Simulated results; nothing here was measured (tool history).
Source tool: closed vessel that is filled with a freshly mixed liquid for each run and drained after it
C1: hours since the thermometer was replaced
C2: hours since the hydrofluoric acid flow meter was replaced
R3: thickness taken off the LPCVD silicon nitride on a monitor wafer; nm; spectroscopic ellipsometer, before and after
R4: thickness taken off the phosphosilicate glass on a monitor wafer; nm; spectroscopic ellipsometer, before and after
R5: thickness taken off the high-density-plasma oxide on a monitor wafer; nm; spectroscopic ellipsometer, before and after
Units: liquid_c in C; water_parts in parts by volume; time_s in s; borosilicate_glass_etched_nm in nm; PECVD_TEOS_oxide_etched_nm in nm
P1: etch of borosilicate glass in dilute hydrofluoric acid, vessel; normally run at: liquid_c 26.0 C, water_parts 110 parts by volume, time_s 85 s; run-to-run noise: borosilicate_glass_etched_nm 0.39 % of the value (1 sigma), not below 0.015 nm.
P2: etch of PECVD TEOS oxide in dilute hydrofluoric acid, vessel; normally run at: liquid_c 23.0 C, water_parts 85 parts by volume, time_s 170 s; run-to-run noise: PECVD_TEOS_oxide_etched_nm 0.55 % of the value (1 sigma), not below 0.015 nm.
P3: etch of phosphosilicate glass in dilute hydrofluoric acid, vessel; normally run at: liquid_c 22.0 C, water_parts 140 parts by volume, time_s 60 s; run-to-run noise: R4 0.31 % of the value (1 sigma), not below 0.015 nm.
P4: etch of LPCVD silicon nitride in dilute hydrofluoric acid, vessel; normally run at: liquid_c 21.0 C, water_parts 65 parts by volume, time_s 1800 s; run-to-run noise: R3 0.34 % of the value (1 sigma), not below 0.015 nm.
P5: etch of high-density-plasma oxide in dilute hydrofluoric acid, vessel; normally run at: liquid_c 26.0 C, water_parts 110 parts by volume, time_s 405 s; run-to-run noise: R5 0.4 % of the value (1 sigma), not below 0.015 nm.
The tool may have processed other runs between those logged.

{"run": 1, "hour": 10.4, "process": "P1", "liquid_c": 26.0, "water_parts": 110, "time_s": 85, "C1": 432.1, "C2": 1022.1, "borosilicate_glass_etched_nm": 21.299}
{"run": 2, "hour": 18.4, "process": "P2", "liquid_c": 23.0, "water_parts": 85, "time_s": 80, "C1": 440.1, "C2": 1030.1, "PECVD_TEOS_oxide_etched_nm": 11.793}
{"run": 3, "hour": 27.9, "process": "P4", "liquid_c": 17.0, "water_parts": 65, "time_s": 1800, "C1": 449.6, "C2": 1039.6, "R3": 10.563}
{"run": 4, "hour": 37.7, "process": "P1", "liquid_c": 30.0, "water_parts": 110, "time_s": 85, "C1": 459.4, "C2": 1049.4, "borosilicate_glass_etched_nm": 24.735}
{"run": 5, "hour": 45.0, "process": "P3", "liquid_c": 22.0, "water_parts": 140, "time_s": 60, "C1": 466.7, "C2": 1056.7, "R4": 75.999}
{"run": 6, "hour": 53.5, "process": "P1", "liquid_c": 26.0, "water_parts": 110, "time_s": 30, "C1": 475.2, "C2": 1065.2, "borosilicate_glass_etched_nm": 7.4621}
{"run": 7, "hour": 63.8, "process": "P3", "liquid_c": 22.0, "water_parts": 140, "time_s": 30, "C1": 485.5, "C2": 1075.5, "R4": 38.004}
{"run": 8, "hour": 71.5, "process": "P2", "liquid_c": 23.0, "water_parts": 85, "time_s": 170, "C1": 493.2, "C2": 1083.2, "PECVD_TEOS_oxide_etched_nm": 24.999}
{"run": 9, "hour": 77.6, "process": "P1", "liquid_c": 19.0, "water_parts": 110, "time_s": 85, "C1": 499.3, "C2": 1089.3, "borosilicate_glass_etched_nm": 16.107}
{"run": 10, "hour": 88.9, "process": "P1", "liquid_c": 26.0, "water_parts": 110, "time_s": 85, "C1": 510.6, "C2": 1100.6, "borosilicate_glass_etched_nm": 21.054}
{"run": 11, "hour": 98.2, "process": "P1", "liquid_c": 26.0, "water_parts": 110, "time_s": 155, "C1": 519.9, "C2": 1109.9, "borosilicate_glass_etched_nm": 38.567}
{"run": 12, "hour": 105.9, "process": "P1", "liquid_c": 20.5, "water_parts": 110, "time_s": 45, "C1": 527.6, "C2": 1117.6, "borosilicate_glass_etched_nm": 9.0141}
{"run": 13, "hour": 111.9, "process": "P2", "liquid_c": 31.0, "water_parts": 85, "time_s": 170, "C1": 533.6, "C2": 1123.6, "PECVD_TEOS_oxide_etched_nm": 34.255}
{"run": 14, "hour": 119.9, "process": "P3", "liquid_c": 22.0, "water_parts": 65, "time_s": 60, "C1": 541.6, "C2": 1131.6, "R4": 178.06}
{"run": 15, "hour": 130.5, "process": "P4", "liquid_c": 21.0, "water_parts": 40, "time_s": 1800, "C1": 552.2, "C2": 1142.2, "R3": 22.231}
{"run": 16, "hour": 139.8, "process": "P1", "liquid_c": 26.0, "water_parts": 175, "time_s": 85, "C1": 561.5, "C2": 1151.5, "borosilicate_glass_etched_nm": 12.326}
{"run": 17, "hour": 146.3, "process": "P1", "liquid_c": 21.5, "water_parts": 40, "time_s": 85, "C1": 568.0, "C2": 1158.0, "borosilicate_glass_etched_nm": 52.996}
{"run": 18, "hour": 151.5, "process": "P5", "liquid_c": 19.5, "water_parts": 110, "time_s": 405, "C1": 573.2, "C2": 1163.2, "R5": 24.553}
{"run": 19, "hour": 157.4, "process": "P4", "liquid_c": 21.0, "water_parts": 65, "time_s": 1800, "C1": 579.1, "C2": 1169.1, "R3": 13.802}
{"run": 20, "hour": 165.6, "process": "P4", "liquid_c": 21.0, "water_parts": 65, "time_s": 2630, "C1": 587.3, "C2": 1177.3, "R3": 20.43}
{"hour": 167.0, "done": "thermometer replaced"}
{"run": 21, "hour": 176.6, "process": "P5", "liquid_c": 26.0, "water_parts": 110, "time_s": 405, "C1": 9.6, "C2": 1188.3, "R5": 32.103}
{"run": 22, "hour": 187.5, "process": "P1", "liquid_c": 26.0, "water_parts": 110, "time_s": 85, "C1": 20.5, "C2": 1199.2, "borosilicate_glass_etched_nm": 21.251}
{"run": 23, "hour": 194.7, "process": "P2", "liquid_c": 23.0, "water_parts": 40, "time_s": 170, "C1": 27.7, "C2": 1206.4, "PECVD_TEOS_oxide_etched_nm": 56.309}
{"run": 24, "hour": 201.8, "process": "P3", "liquid_c": 29.0, "water_parts": 140, "time_s": 60, "C1": 34.8, "C2": 1213.5, "R4": 99.567}
{"run": 25, "hour": 209.4, "process": "P1", "liquid_c": 26.0, "water_parts": 110, "time_s": 85, "C1": 42.4, "C2": 1221.1, "borosilicate_glass_etched_nm": 21.185}

Estimate the outcome of run 26 from the log above:
{"run": 26, "hour": 214.7, "process": "P1", "liquid_c": 26.0, "water_parts": 110, "time_s": 85, "C1": 47.7, "C2": 1226.4, "borosilicate_glass_etched_nm": "?"}

For run 26 the tool returned borosilicate_glass_etched_nm 21.2330 nm.

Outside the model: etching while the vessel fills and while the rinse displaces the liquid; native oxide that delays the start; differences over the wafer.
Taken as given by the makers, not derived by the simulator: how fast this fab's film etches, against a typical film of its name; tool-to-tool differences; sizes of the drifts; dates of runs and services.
